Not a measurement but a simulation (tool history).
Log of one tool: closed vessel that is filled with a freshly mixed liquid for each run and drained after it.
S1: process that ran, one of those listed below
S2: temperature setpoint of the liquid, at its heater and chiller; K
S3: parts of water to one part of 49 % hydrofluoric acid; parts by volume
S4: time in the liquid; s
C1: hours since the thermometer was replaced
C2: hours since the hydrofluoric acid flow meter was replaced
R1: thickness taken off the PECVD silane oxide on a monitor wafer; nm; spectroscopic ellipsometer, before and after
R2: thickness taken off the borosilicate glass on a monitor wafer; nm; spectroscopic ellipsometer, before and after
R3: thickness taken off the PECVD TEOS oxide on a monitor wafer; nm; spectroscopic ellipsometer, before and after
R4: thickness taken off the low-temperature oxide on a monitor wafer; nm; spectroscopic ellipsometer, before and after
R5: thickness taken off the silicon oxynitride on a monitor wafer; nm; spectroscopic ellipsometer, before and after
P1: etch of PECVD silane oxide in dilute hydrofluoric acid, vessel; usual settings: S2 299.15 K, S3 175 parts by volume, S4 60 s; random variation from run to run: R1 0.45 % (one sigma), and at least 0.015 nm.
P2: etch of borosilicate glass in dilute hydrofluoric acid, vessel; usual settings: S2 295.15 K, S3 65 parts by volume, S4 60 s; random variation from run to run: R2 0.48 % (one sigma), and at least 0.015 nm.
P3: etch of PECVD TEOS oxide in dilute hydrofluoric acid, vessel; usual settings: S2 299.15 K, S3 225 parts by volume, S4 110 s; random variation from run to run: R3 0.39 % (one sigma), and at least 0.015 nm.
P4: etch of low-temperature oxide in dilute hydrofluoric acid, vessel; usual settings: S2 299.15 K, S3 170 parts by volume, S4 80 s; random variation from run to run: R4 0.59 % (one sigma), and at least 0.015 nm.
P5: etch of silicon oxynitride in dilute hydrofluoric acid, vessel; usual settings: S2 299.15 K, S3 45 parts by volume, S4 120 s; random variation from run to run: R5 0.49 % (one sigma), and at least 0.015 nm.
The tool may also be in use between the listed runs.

| run | day | S1 | S2 | S3 | S4 | C1 | C2 | R1 | R2 | R3 | R4 | R5 |
|---|---|---|---|---|---|---|---|---|---|---|---|---|
| 1 | 0.442 | P1 | 299.15 | 175 | 60 | 802.8 | 129.7 | 15.611 |  |  |  |  |
| 2 | 1.004 | P2 | 295.15 | 65 | 100 | 816.3 | 143.2 |  | 63.212 |  |  |  |
| 3 | 1.483 | P3 | 299.15 | 225 | 30 | 827.8 | 154.7 |  |  | 1.8117 |  |  |
| 4 | 1.888 | P2 | 295.15 | 110 | 60 | 837.5 | 164.4 |  | 21.126 |  |  |  |
| 5 | 2.312 | P1 | 299.15 | 175 | 115 | 847.7 | 174.6 | 29.88 |  |  |  |  |
| 6 | 2.8 | P4 | 299.15 | 90 | 80 | 859.4 | 186.3 |  |  |  | 11.399 |  |
| 7 | 3.183 | P4 | 305.65 | 170 | 80 | 868.6 | 195.5 |  |  |  | 6.958 |  |
| 8 | 3.596 | P3 | 299.15 | 225 | 110 | 878.5 | 205.4 |  |  | 6.665 |  |  |
| 9 | 4.062 | P1 | 299.15 | 175 | 60 | 889.7 | 216.6 | 15.728 |  |  |  |  |
| 10 | 4.383 | P3 | 290.65 | 225 | 110 | 897.4 | 224.3 |  |  | 4.7955 |  |  |
| 11 | 4.925 | P1 | 299.15 | 175 | 60 | 910.4 | 237.3 | 15.514 |  |  |  |  |
| 12 | 5.258 | P5 | 299.15 | 65 | 120 | 918.4 | 245.3 |  |  |  |  | 5.2034 |
| 13 | 5.608 | P1 | 299.15 | 175 | 60 | 926.8 | 253.7 | 15.681 |  |  |  |  |
| 14 | 6.125 | P4 | 299.15 | 170 | 80 | 939.2 | 266.1 |  |  |  | 5.4987 |  |
| 15 | 6.625 | P1 | 299.15 | 275 | 60 | 951.2 | 278.1 | 8.9203 |  |  |  |  |
| 16 | 7.246 | P1 | 299.15 | 85 | 60 | 966.1 | 293 | 36.266 |  |  |  |  |
| 17 | 7.671 | P3 | 299.15 | 80 | 110 | 976.3 | 303.2 |  |  | 22.015 |  |  |
| 18 | 8.129 | P5 | 299.15 | 45 | 30 | 987.3 | 314.2 |  |  |  |  | 1.9088 |
| 19 | 8.546 | P1 | 304.15 | 175 | 60 | 997.3 | 324.2 | 18.789 |  |  |  |  |
| 20 | 8.929 | P1 | 295.15 | 175 | 60 | 1006.5 | 333.4 | 13.448 |  |  |  |  |
| 21 | 9.504 | P1 | 299.15 | 60 | 30 | 1020.3 | 347.2 | 26.296 |  |  |  |  |
| 22 | 9.912 | P1 | 299.15 | 175 | 60 | 1030.1 | 357 | 15.645 |  |  |  |  |
| 23 | 10.354 | P2 | 303.15 | 65 | 60 | 1040.7 | 367.6 |  | 51.736 |  |  |  |
| 24 | 10.679 | P2 | 295.15 | 65 | 60 | 1048.5 | 375.4 |  | 37.885 |  |  |  |
| 25 | 11.121 | P1 | 299.15 | 175 | 60 | 1059.1 | 386 | 15.624 |  |  |  |  |
| 26 | 11.571 | P1 | 292.65 | 60 | 60 | 1069.9 | 396.8 | 40.494 |  |  |  |  |
| 27 | 12.196 | P1 | 299.15 | 175 | 30 | 1084.9 | 411.8 | 7.8279 |  |  |  |  |
| 28 | 12.596 | P1 | 299.15 | 175 | 60 | 1094.5 | 421.4 | 15.596 |  |  |  |  |
| 29 | 13.196 | P5 | 299.15 | 45 | 120 | 1108.9 | 435.8 |  |  |  |  | 7.5722 |
| 30 | 13.671 | P3 | 299.15 | 225 | 110 | 1120.3 | 447.2 |  |  | 6.608 |  |  |
| 31 | 14.262 | P4 | 299.15 | 170 | 40 | 1134.5 | 461.4 |  |  |  | 2.7276 |  |
| 32 | 14.762 | P5 | 303.15 | 45 | 120 | 1146.5 | 473.4 |  |  |  |  | 9.1887 |
| 33 | 15.221 | P1 | 299.15 | 175 | 60 | 1157.5 | 484.4 | 15.764 |  |  |  |  |
| 34 | 15.55 | P1 | 299.15 | 175 | 60 | 1165.4 | 492.3 | 16.028 |  |  |  |  |
| 35 | 15.904 | P1 | 299.15 | 175 | 60 | 1173.9 | 500.8 | 16.327 |  |  |  |  |
| 36 | 16.379 | P1 | 299.15 | 175 | 60 | 1185.3 | 512.2 | 16.488 |  |  |  |  |
| 37 | 17 | P1 | 299.15 | 175 | 60 | 1200.2 | 527.1 | 16.761 |  |  |  |  |
| 38 | 17.604 | P1 | 299.15 | 175 | 60 | 1214.7 | 541.6 | 16.865 |  |  |  |  |
| 39 | 18.179 | P1 | 299.15 | 175 | 60 | 1228.5 | 555.4 | 16.892 |  |  |  |  |
| 40 | 18.492 | P1 | 299.15 | 175 | 60 | 1236 | 562.9 | 16.98 |  |  |  |  |
| 41 | 18.938 | P1 | 299.15 | 175 | 60 | 1246.7 | 573.6 | 16.883 |  |  |  |  |
| 42 | 19.529 | P1 | 299.15 | 175 | 60 | 1260.9 | 587.8 | 17.107 |  |  |  |  |
| 43 | 19.804 | P1 | 299.15 | 175 | 60 | 1267.5 | 594.4 | 17.022 |  |  |  |  |
| 44 | 20.333 | P1 | 299.15 | 175 | 60 | 1280.2 | 607.1 | 17.086 |  |  |  |  |

What P1 gives has crept away from where it was. These 2 causes fit the log equally well, each at the size given:
A: liquid hotter than its thermometer reads (K) = 2.32
B: hydrofluoric acid flow above the setpoint (%) = 7.27
The creep began at about day 15.221.

4 check runs are offered, each on 2 wafers whose results are averaged, their results left as question marks. Which one tells the causes apart?
| check 1 | 20.862 | P2 | 302.15 | 110 | 60 |  |  |  | ? |  |  |  |
| check 2 | 20.862 | P4 | 304.65 | 170 | 80 |  |  |  |  |  | ? |  |
| check 3 | 20.862 | P5 | 302.15 | 60 | 120 |  |  |  |  |  |  | ? |
| check 4 | 20.862 | P3 | 291.15 | 225 | 110 |  |  |  |  | ? |  |  |

What each check would give under each cause:
| check | result | if A | if B |
|---|---|---|---|
| check 1 | R2 | 30.361 | 30.19 |
| check 2 | R4 | 7.2723 | 7.3141 |
| check 3 | R5 | 7.2152 | 6.9829 |
| check 4 | R3 | 5.3728 | 5.3465 |
How far apart the two closest causes lie, in the result that separates them most: check 1 0.57 %; check 2 0.57 %; check 3 3.27 %; check 4 0.49 %
Only check 3 tells the causes apart: in the others they would give nearly the same result.

Then check 3 was run and gave: R5 6.9905 nm. Which cause is it?

It is B: hydrofluoric acid flow above the setpoint (%).
